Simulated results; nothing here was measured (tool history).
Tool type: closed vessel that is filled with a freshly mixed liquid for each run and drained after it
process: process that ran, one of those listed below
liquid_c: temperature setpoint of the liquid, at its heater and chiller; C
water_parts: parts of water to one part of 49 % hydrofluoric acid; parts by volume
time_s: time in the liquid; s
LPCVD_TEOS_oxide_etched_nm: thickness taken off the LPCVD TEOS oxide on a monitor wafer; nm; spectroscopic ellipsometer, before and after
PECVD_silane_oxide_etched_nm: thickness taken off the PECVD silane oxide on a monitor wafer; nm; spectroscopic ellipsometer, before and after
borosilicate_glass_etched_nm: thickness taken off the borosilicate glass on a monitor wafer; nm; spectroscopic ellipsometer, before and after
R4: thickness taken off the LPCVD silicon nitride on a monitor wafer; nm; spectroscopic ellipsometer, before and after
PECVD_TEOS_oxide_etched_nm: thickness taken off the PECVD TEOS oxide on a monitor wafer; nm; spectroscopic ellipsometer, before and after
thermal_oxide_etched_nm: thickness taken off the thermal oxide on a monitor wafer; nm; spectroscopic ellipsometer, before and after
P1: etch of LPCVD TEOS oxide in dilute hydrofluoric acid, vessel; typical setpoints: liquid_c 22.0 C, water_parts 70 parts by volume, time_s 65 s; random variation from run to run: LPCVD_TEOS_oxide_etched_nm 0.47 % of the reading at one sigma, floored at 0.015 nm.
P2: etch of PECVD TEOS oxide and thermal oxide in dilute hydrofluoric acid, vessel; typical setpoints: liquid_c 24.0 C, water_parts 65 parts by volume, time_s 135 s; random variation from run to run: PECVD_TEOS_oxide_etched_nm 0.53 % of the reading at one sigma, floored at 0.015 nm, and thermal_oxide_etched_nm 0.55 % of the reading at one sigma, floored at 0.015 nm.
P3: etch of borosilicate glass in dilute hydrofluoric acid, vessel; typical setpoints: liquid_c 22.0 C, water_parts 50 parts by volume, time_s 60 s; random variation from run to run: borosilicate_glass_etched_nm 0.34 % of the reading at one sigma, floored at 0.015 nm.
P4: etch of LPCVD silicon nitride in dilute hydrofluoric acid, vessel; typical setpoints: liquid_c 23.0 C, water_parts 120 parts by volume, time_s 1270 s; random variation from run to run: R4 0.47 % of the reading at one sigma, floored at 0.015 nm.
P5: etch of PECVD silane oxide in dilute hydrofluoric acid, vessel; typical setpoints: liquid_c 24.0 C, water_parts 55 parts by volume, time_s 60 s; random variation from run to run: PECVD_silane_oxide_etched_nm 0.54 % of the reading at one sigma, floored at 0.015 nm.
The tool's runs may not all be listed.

Run 1, hour 14.3: process P1, liquid_c 22.0 C, water_parts 70 parts by volume, time_s 65 s. Result: LPCVD_TEOS_oxide_etched_nm 50.035 nm.
Run 2, hour 29.2: process P5, liquid_c 24.0 C, water_parts 55 parts by volume, time_s 60 s. Result: PECVD_silane_oxide_etched_nm 22.223 nm.
Run 3, hour 39.6: process P1, liquid_c 28.0 C, water_parts 70 parts by volume, time_s 65 s. Result: LPCVD_TEOS_oxide_etched_nm 63.267 nm.
Run 4, hour 47.4: process P3, liquid_c 17.0 C, water_parts 50 parts by volume, time_s 60 s. Result: borosilicate_glass_etched_nm 27.891 nm.
Run 5, hour 58.3: process P1, liquid_c 22.0 C, water_parts 105 parts by volume, time_s 65 s. Result: LPCVD_TEOS_oxide_etched_nm 31.824 nm.
Run 6, hour 71.5: process P1, liquid_c 22.0 C, water_parts 70 parts by volume, time_s 125 s. Result: LPCVD_TEOS_oxide_etched_nm 95.726 nm.
Run 7, hour 81.5: process P4, liquid_c 23.0 C, water_parts 35 parts by volume, time_s 1270 s. Result: R4 16.3320 nm.
Run 8, hour 94.6: process P1, liquid_c 27.0 C, water_parts 25 parts by volume, time_s 65 s. Result: LPCVD_TEOS_oxide_etched_nm 182.140 nm.
Run 9, hour 108.0: process P1, liquid_c 27.5 C, water_parts 70 parts by volume, time_s 95 s. Result: LPCVD_TEOS_oxide_etched_nm 90.677 nm.
Run 10, hour 118.0: process P1, liquid_c 22.0 C, water_parts 70 parts by volume, time_s 65 s. Result: LPCVD_TEOS_oxide_etched_nm 50.222 nm.
Run 11, hour 133.8: process P3, liquid_c 22.0 C, water_parts 20 parts by volume, time_s 60 s. Result: borosilicate_glass_etched_nm 89.651 nm.
Run 12, hour 146.2: process P1, liquid_c 22.0 C, water_parts 70 parts by volume, time_s 65 s. Result: LPCVD_TEOS_oxide_etched_nm 49.808 nm.
Run 13, hour 164.0: process P5, liquid_c 24.0 C, water_parts 30 parts by volume, time_s 60 s. Result: PECVD_silane_oxide_etched_nm 42.798 nm.
Run 14, hour 178.7: process P3, liquid_c 22.0 C, water_parts 50 parts by volume, time_s 60 s. Result: borosilicate_glass_etched_nm 34.579 nm.
Run 15, hour 187.6: process P5, liquid_c 17.0 C, water_parts 55 parts by volume, time_s 60 s. Result: PECVD_silane_oxide_etched_nm 16.564 nm.
Run 16, hour 198.3: process P2, liquid_c 17.0 C, water_parts 65 parts by volume, time_s 135 s. Result: PECVD_TEOS_oxide_etched_nm 33.835 nm, thermal_oxide_etched_nm 7.3282 nm.
Run 17, hour 212.2: process P3, liquid_c 22.0 C, water_parts 50 parts by volume, time_s 60 s. Result: borosilicate_glass_etched_nm 34.572 nm.
Run 18, hour 224.9: process P5, liquid_c 24.0 C, water_parts 55 parts by volume, time_s 105 s. Result: PECVD_silane_oxide_etched_nm 39.151 nm.
Run 19, hour 242.0: process P4, liquid_c 30.0 C, water_parts 120 parts by volume, time_s 1270 s. Result: R4 7.6857 nm.
Run 20, hour 257.0: process P2, liquid_c 24.0 C, water_parts 30 parts by volume, time_s 135 s. Result: PECVD_TEOS_oxide_etched_nm 101.940 nm, thermal_oxide_etched_nm 22.5370 nm.
Run 21, hour 271.9: process P1, liquid_c 22.0 C, water_parts 70 parts by volume, time_s 65 s. Result: LPCVD_TEOS_oxide_etched_nm 49.941 nm.
Run 22, hour 285.6: process P4, liquid_c 23.0 C, water_parts 120 parts by volume, time_s 2330 s. Result: R4 8.9594 nm.
Run 23, hour 303.4: process P1, liquid_c 22.0 C, water_parts 105 parts by volume, time_s 105 s. Result: LPCVD_TEOS_oxide_etched_nm 51.403 nm.
Run 24, hour 316.6: process P3, liquid_c 22.0 C, water_parts 50 parts by volume, time_s 30 s. Result: borosilicate_glass_etched_nm 17.240 nm.
Run 25, hour 333.3: process P1, liquid_c 22.0 C, water_parts 70 parts by volume, time_s 65 s. Result: LPCVD_TEOS_oxide_etched_nm 50.168 nm.
Run 26, hour 344.2: process P1, liquid_c 17.0 C, water_parts 70 parts by volume, time_s 65 s. Result: LPCVD_TEOS_oxide_etched_nm 40.535 nm.
Run 27, hour 356.3: process P2, liquid_c 24.0 C, water_parts 65 parts by volume, time_s 135 s. Result: PECVD_TEOS_oxide_etched_nm 45.681 nm, thermal_oxide_etched_nm 9.7811 nm.
Run 28, hour 368.5: process P1, liquid_c 22.0 C, water_parts 70 parts by volume, time_s 65 s. Result: LPCVD_TEOS_oxide_etched_nm 50.026 nm.
Run 29, hour 386.2: process P1, liquid_c 22.0 C, water_parts 70 parts by volume, time_s 30 s. Result: LPCVD_TEOS_oxide_etched_nm 23.021 nm.
Run 30, hour 402.1: process P2, liquid_c 24.0 C, water_parts 65 parts by volume, time_s 210 s. Result: PECVD_TEOS_oxide_etched_nm 70.726 nm, thermal_oxide_etched_nm 15.4170 nm.
Run 31, hour 414.6: process P4, liquid_c 23.0 C, water_parts 120 parts by volume, time_s 1270 s. Result: R4 4.9013 nm.
Run 32, hour 428.5: process P1, liquid_c 22.0 C, water_parts 20 parts by volume, time_s 65 s. Result: LPCVD_TEOS_oxide_etched_nm 185.700 nm.
Run 33, hour 441.8: process P1, liquid_c 22.0 C, water_parts 70 parts by volume, time_s 65 s. Result: LPCVD_TEOS_oxide_etched_nm 50.317 nm.
Run 34, hour 452.3: process P1, liquid_c 22.0 C, water_parts 70 parts by volume, time_s 65 s. Result: LPCVD_TEOS_oxide_etched_nm 51.679 nm.
Run 35, hour 462.3: process P1, liquid_c 22.0 C, water_parts 70 parts by volume, time_s 65 s. Result: LPCVD_TEOS_oxide_etched_nm 53.424 nm.
Run 36, hour 472.6: process P1, liquid_c 22.0 C, water_parts 70 parts by volume, time_s 65 s. Result: LPCVD_TEOS_oxide_etched_nm 53.472 nm.
Run 37, hour 488.5: process P1, liquid_c 22.0 C, water_parts 70 parts by volume, time_s 65 s. Result: LPCVD_TEOS_oxide_etched_nm 54.471 nm.
Run 38, hour 502.7: process P1, liquid_c 22.0 C, water_parts 70 parts by volume, time_s 65 s. Result: LPCVD_TEOS_oxide_etched_nm 54.396 nm.
Run 39, hour 513.6: process P1, liquid_c 22.0 C, water_parts 70 parts by volume, time_s 65 s. Result: LPCVD_TEOS_oxide_etched_nm 54.347 nm.

What P1 gives has crept off from where it sat before. The 2 causes that follow fit the log equally well, each at the size noted:
A: hydrofluoric acid flow above the setpoint (%) = 8.15
B: liquid hotter than its thermometer reads (K) = 2.08
The onset of the drift is placed at about hour 441.8.

Below are 4 check runs, each on a single wafer, with their results shown as question marks. Which of them would tell the listed causes apart, meaning the causes would give clearly different results under it?
Run check 1, hour 524.5: process P2, liquid_c 24.0 C, water_parts 65 parts by volume, time_s 135 s. Result: PECVD_TEOS_oxide_etched_nm ?, thermal_oxide_etched_nm ?.
Run check 2, hour 524.5: process P4, liquid_c 23.0 C, water_parts 120 parts by volume, time_s 1270 s. Result: R4 ?.
Run check 3, hour 524.5: process P3, liquid_c 22.0 C, water_parts 50 parts by volume, time_s 60 s. Result: borosilicate_glass_etched_nm ?.
Run check 4, hour 524.5: process P5, liquid_c 24.0 C, water_parts 55 parts by volume, time_s 60 s. Result: PECVD_silane_oxide_etched_nm ?.

Expected result of each check under each candidate cause:
  check                        result     if A     if B
check 1    PECVD_TEOS_oxide_etched_nm   49.464   49.420
check 1       thermal_oxide_etched_nm  10.7340  10.7250
check 2                            R4   5.2855   5.6051
check 3  borosilicate_glass_etched_nm   37.403   37.519
check 4  PECVD_silane_oxide_etched_nm   24.278   24.298
Per-check spread between the two closest causes, in the result where they differ most: check 1 0.09 %; check 2 5.87 %; check 3 0.31 %; check 4 0.08 %
Of the check runs offered, only check 2 discriminates between the causes; the rest would read about the same regardless of which cause applies.

With check 2 done, the readings were: R4 5.5986 nm. Identify which of the listed causes applies.

It is B: liquid hotter than its thermometer reads (K).

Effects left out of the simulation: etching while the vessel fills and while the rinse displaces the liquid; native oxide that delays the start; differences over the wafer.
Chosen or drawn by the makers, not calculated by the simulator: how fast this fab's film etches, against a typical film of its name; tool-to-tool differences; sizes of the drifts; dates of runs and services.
